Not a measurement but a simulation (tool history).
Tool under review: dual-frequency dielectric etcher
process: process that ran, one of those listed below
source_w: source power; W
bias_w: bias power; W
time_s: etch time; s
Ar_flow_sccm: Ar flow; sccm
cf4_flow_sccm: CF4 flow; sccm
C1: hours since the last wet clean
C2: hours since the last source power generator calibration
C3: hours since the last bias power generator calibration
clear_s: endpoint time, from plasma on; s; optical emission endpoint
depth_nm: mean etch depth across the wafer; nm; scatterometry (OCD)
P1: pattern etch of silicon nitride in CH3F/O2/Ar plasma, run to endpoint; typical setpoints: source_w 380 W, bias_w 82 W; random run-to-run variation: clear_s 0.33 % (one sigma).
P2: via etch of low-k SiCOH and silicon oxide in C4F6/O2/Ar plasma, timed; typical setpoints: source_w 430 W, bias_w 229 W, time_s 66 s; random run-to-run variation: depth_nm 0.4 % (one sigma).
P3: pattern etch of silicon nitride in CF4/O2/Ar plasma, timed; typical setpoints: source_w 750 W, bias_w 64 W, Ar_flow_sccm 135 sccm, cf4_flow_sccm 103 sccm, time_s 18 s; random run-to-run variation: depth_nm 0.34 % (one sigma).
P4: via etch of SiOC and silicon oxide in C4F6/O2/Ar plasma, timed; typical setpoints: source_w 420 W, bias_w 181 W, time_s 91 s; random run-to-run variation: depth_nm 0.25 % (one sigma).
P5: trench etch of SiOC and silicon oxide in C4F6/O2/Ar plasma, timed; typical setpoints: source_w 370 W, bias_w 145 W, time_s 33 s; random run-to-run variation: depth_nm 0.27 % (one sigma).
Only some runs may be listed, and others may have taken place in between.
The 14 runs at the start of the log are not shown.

Run 15, hour 124.2: process P3, source_w 750 W, bias_w 64 W, time_s 18 s, Ar_flow_sccm 184 sccm, cf4_flow_sccm 103 sccm; C1 425.2; C2 618; C3 1750.2. Result: depth_nm 48.128 nm.
Run 16, hour 132: process P1, source_w 480 W, bias_w 82 W; C1 433; C2 625.8; C3 1758. Result: clear_s 76.778 s.
Run 17, hour 142.1: process P5, source_w 370 W, bias_w 145 W, time_s 33 s; C1 443.1; C2 635.9; C3 1768.1. Result: depth_nm 58.272 nm.
Run 18, hour 151: process P5, source_w 370 W, bias_w 145 W, time_s 23.5 s; C1 452; C2 644.8; C3 1777. Result: depth_nm 41.66 nm.
Run 19, hour 156.7: process P1, source_w 380 W, bias_w 106 W; C1 457.7; C2 650.5; C3 1782.7. Result: clear_s 76.731 s.
Run 20, hour 165.7: process P1, source_w 380 W, bias_w 82 W; C1 466.7; C2 659.5; C3 1791.7. Result: clear_s 83.586 s.
Run 21, hour 176.9: process P1, source_w 250 W, bias_w 56 W; C1 477.9; C2 670.7; C3 1802.9. Result: clear_s 112.32 s.
Run 22, hour 187.5: process P3, source_w 750 W, bias_w 83 W, time_s 18 s, Ar_flow_sccm 135 sccm, cf4_flow_sccm 103 sccm; C1 488.5; C2 681.3; C3 1813.5. Result: depth_nm 55.856 nm.
Run 23, hour 194.3: process P3, source_w 750 W, bias_w 64 W, time_s 18 s, Ar_flow_sccm 135 sccm, cf4_flow_sccm 103 sccm; C1 495.3; C2 688.1; C3 1820.3. Result: depth_nm 50.065 nm.
Run 24, hour 201.6: process P4, source_w 420 W, bias_w 181 W, time_s 91 s; C1 502.6; C2 695.4; C3 1827.6. Result: depth_nm 104.84 nm.
Run 25, hour 211.5: process P4, source_w 420 W, bias_w 181 W, time_s 91 s; C1 512.5; C2 705.3; C3 1837.5. Result: depth_nm 105.06 nm.
Run 26, hour 220.3: process P1, source_w 380 W, bias_w 82 W; C1 521.3; C2 714.1; C3 1846.3. Result: clear_s 83.855 s.
Run 27, hour 228.6: process P2, source_w 430 W, bias_w 229 W, time_s 66 s; C1 529.6; C2 722.4; C3 1854.6. Result: depth_nm 198.12 nm.
Run 28, hour 238.9: process P1, source_w 300 W, bias_w 82 W; C1 539.9; C2 732.7; C3 1864.9. Result: clear_s 91.153 s.
Run 29, hour 245.3: process P2, source_w 430 W, bias_w 301 W, time_s 66 s; C1 546.3; C2 739.1; C3 1871.3. Result: depth_nm 218.9 nm.
Run 30, hour 251.6: process P1, source_w 380 W, bias_w 82 W; C1 552.6; C2 745.4; C3 1877.6. Result: clear_s 83.122 s.
Run 31, hour 261.1: process P1, source_w 380 W, bias_w 82 W; C1 562.1; C2 754.9; C3 1887.1. Result: clear_s 84.169 s.

Expected results for the next run?
Run 32, hour 273.6: process P1, source_w 380 W, bias_w 82 W; C1 574.6; C2 767.4; C3 1899.6. Result: clear_s ?.

For run 32 the tool returned clear_s 84.012 s.

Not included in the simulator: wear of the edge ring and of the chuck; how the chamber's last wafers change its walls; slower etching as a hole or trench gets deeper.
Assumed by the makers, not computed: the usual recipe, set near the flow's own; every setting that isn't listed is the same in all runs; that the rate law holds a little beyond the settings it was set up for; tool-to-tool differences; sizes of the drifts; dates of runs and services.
